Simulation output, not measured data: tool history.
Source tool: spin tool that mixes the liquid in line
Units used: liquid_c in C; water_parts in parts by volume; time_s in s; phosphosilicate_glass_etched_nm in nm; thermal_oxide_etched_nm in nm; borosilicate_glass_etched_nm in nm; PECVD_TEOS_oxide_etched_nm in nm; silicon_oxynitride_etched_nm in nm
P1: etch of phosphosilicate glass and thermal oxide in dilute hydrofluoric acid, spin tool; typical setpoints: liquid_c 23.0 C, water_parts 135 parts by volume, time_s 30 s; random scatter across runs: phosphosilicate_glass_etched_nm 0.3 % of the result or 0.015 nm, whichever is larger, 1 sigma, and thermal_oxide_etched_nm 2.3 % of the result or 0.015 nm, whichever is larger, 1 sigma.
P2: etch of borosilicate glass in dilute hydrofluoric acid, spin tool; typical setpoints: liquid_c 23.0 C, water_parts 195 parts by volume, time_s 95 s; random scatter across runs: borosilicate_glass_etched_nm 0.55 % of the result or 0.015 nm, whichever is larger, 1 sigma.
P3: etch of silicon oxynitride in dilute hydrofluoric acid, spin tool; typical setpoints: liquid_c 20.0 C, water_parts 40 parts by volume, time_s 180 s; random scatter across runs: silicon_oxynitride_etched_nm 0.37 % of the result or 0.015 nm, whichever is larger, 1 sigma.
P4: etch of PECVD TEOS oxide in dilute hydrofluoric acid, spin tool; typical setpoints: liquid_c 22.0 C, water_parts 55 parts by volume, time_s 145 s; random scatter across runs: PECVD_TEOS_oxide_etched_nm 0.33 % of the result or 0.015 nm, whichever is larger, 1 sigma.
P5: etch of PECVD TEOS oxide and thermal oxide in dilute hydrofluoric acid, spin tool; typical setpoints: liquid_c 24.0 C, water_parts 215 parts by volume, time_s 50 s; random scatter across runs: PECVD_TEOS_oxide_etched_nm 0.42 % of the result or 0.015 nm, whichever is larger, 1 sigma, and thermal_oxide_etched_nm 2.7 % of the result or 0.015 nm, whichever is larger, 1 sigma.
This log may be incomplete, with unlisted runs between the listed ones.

| run | hour | process | liquid_c | water_parts | time_s | hours since the thermometer was replaced | hours since the hydrofluoric acid flow meter was replaced | phosphosilicate_glass_etched_nm | thermal_oxide_etched_nm | borosilicate_glass_etched_nm | PECVD_TEOS_oxide_etched_nm | silicon_oxynitride_etched_nm |
|---|---|---|---|---|---|---|---|---|---|---|---|---|
| 1 | 12.2 | P1 | 23.0 | 135 | 30 | 323.9 | 866.4 | 31.625 | 1.01140 |  |  |  |
| 2 | 29.0 | P2 | 17.0 | 195 | 95 | 340.7 | 883.2 |  |  | 6.9227 |  |  |
| 3 | 42.2 | P1 | 28.5 | 135 | 30 | 353.9 | 896.4 | 39.039 | 1.29830 |  |  |  |
| 4 | 55.0 | P2 | 23.0 | 310 | 95 | 366.7 | 909.2 |  |  | 4.8868 |  |  |
| 5 | 68.1 | P4 | 22.0 | 100 | 145 | 379.8 | 922.3 |  |  |  | 11.6080 |  |
| 6 | 80.8 | P2 | 23.0 | 195 | 95 | 392.5 | 935.0 |  |  | 8.6988 |  |  |
| 7 | 95.6 | P4 | 22.0 | 55 | 145 | 407.3 | 949.8 |  |  |  | 22.1980 |  |
| 8 | 107.2 | P1 | 17.0 | 135 | 30 | 418.9 | 961.4 | 24.901 | 0.83015 |  |  |  |
| 9 | 118.7 | P5 | 19.5 | 215 | 50 | 430.4 | 972.9 |  | 0.88277 |  | 4.1442 |  |
| 10 | 132.8 | P5 | 24.0 | 215 | 50 | 444.5 | 987.0 |  | 1.03280 |  | 4.9585 |  |
| 11 | 148.8 | P1 | 23.0 | 235 | 55 | 460.5 | 1003.0 | 30.025 | 0.98056 |  |  |  |
| 12 | 159.5 | P5 | 24.0 | 370 | 50 | 471.2 | 1013.7 |  | 0.54685 |  | 2.4957 |  |
| 13 | 175.3 | P1 | 30.5 | 135 | 15 | 487.0 | 1029.5 | 20.948 | 0.72044 |  |  |  |
| 14 | 189.3 | P3 | 17.0 | 40 | 180 | 501.0 | 1043.5 |  |  |  |  | 15.7810 |
| 15 | 200.7 | P1 | 23.0 | 25 | 30 | 512.4 | 1054.9 | 195.870 | 6.64160 |  |  |  |
| 16 | 211.4 | P4 | 17.0 | 55 | 145 | 523.1 | 1065.6 |  |  |  | 17.9230 |  |
| 17 | 222.0 | P1 | 23.0 | 135 | 30 | 533.7 | 1076.2 | 31.677 | 1.08030 |  |  |  |
| 18 | 232.5 | P4 | 22.0 | 55 | 35 | 544.2 | 1086.7 |  |  |  | 5.3348 |  |
| 19 | 246.8 | P1 | 23.0 | 135 | 55 | 558.5 | 1101.0 | 58.184 | 1.97860 |  |  |  |
| 20 | 261.4 | P2 | 23.0 | 195 | 95 | 573.1 | 1115.6 |  |  | 8.7078 |  |  |
| 21 | 274.1 | P3 | 20.0 | 40 | 180 | 585.8 | 1128.3 |  |  |  |  | 18.3890 |
| 22 | 282.4 | P1 | 23.0 | 135 | 15 | 594.1 | 1136.6 | 15.914 | 0.52079 |  |  |  |
| 23 | 297.4 | P3 | 20.0 | 40 | 35 | 609.1 | 1151.6 |  |  |  |  | 3.5716 |
| 24 | 307.7 | P3 | 20.0 | 25 | 180 | 619.4 | 1161.9 |  |  |  |  | 29.6990 |
| 25 | 319.5 | P4 | 22.0 | 55 | 145 | 631.2 | 1173.7 |  |  |  | 22.2300 |  |
| 26 | 327.6 | P1 | 23.0 | 135 | 30 | 639.3 | 1181.8 | 31.534 | 1.09930 |  |  |  |
| 27 | 343.1 | P1 | 23.0 | 135 | 30 | 654.8 | 1197.3 | 31.560 | 1.06690 |  |  |  |
| 28 | 358.4 | P5 | 24.0 | 215 | 95 | 670.1 | 1212.6 |  | 1.90100 |  | 9.3655 |  |
| 29 | 370.8 | P3 | 20.0 | 40 | 180 | 682.5 | 1225.0 |  |  |  |  | 18.3670 |
| 30 | 382.3 | P1 | 23.0 | 135 | 30 | 694.0 | 1236.5 | 31.808 | 1.03320 |  |  |  |
| 31 | 395.7 | P2 | 23.0 | 195 | 180 | 707.4 | 1249.9 |  |  | 16.5540 |  |  |
| 32 | 403.7 | P1 | 23.0 | 245 | 30 | 715.4 | 1257.9 | 15.474 | 0.50895 |  |  |  |
| 33 | 420.7 | P1 | 23.0 | 135 | 30 | 732.4 | 1274.9 | 31.645 | 1.09050 |  |  |  |
| 34 | 437.2 | P1 | 23.0 | 135 | 30 | 748.9 | 1291.4 | 30.303 | 0.96682 |  |  |  |
| 35 | 450.7 | P1 | 23.0 | 135 | 30 | 762.4 | 1304.9 | 29.452 | 0.98952 |  |  |  |
| 36 | 466.0 | P1 | 23.0 | 135 | 30 | 777.7 | 1320.2 | 29.179 | 0.98841 |  |  |  |
| 37 | 480.1 | P1 | 23.0 | 135 | 30 | 791.8 | 1334.3 | 29.183 | 0.99262 |  |  |  |
| 38 | 497.5 | P1 | 23.0 | 135 | 30 | 809.2 | 1351.7 | 28.921 | 0.95513 |  |  |  |
| 39 | 506.7 | P1 | 23.0 | 135 | 30 | 818.4 | 1360.9 | 28.942 | 0.94541 |  |  |  |

The output of P1 has drifted from where it used to be. Each of the 2 causes below, taken at the size shown beside it, accounts for the log equally well:
A: liquid colder than its thermometer reads (K) = 2.37
B: hydrofluoric acid flow below the setpoint (%) = 7.73
The process output started creeping at around hour 420.7.

Consider the 4 single-wafer check runs listed below, results given as question marks: which one distinguishes between the causes by giving clearly different results for each?
| check 1 | 515.9 | P3 | 20.0 | 40 | 115 |  |  |  |  |  |  | ? |
| check 2 | 515.9 | P4 | 22.0 | 95 | 145 |  |  |  |  |  | ? |  |
| check 3 | 515.9 | P5 | 24.0 | 215 | 95 |  |  |  | ? |  | ? |  |
| check 4 | 515.9 | P2 | 17.0 | 195 | 165 |  |  |  |  | ? |  |  |

Predicted outcomes, by check and by cause:
| check | result | if A | if B |
|---|---|---|---|
| check 1 | silicon_oxynitride_etched_nm | 10.3650 | 10.7710 |
| check 2 | PECVD_TEOS_oxide_etched_nm | 11.1250 | 11.2050 |
| check 3 | thermal_oxide_etched_nm | 1.76840 | 1.74840 |
| check 3 | PECVD_TEOS_oxide_etched_nm | 8.6026 | 8.5051 |
| check 4 | borosilicate_glass_etched_nm | 10.9140 | 10.9210 |
Separation of the two closest causes in each check, using whichever result separates them best: check 1 3.85 %; check 2 0.72 %; check 3 1.14 %; check 4 0.06 %
The other checks would show nearly matching results whichever cause is true, so check 1 is the only one that separates the causes.

Check 1 was carried out, with these results: silicon_oxynitride_etched_nm 10.3760 nm. Which of the listed causes is responsible?

A is the cause: liquid colder than its thermometer reads (K).
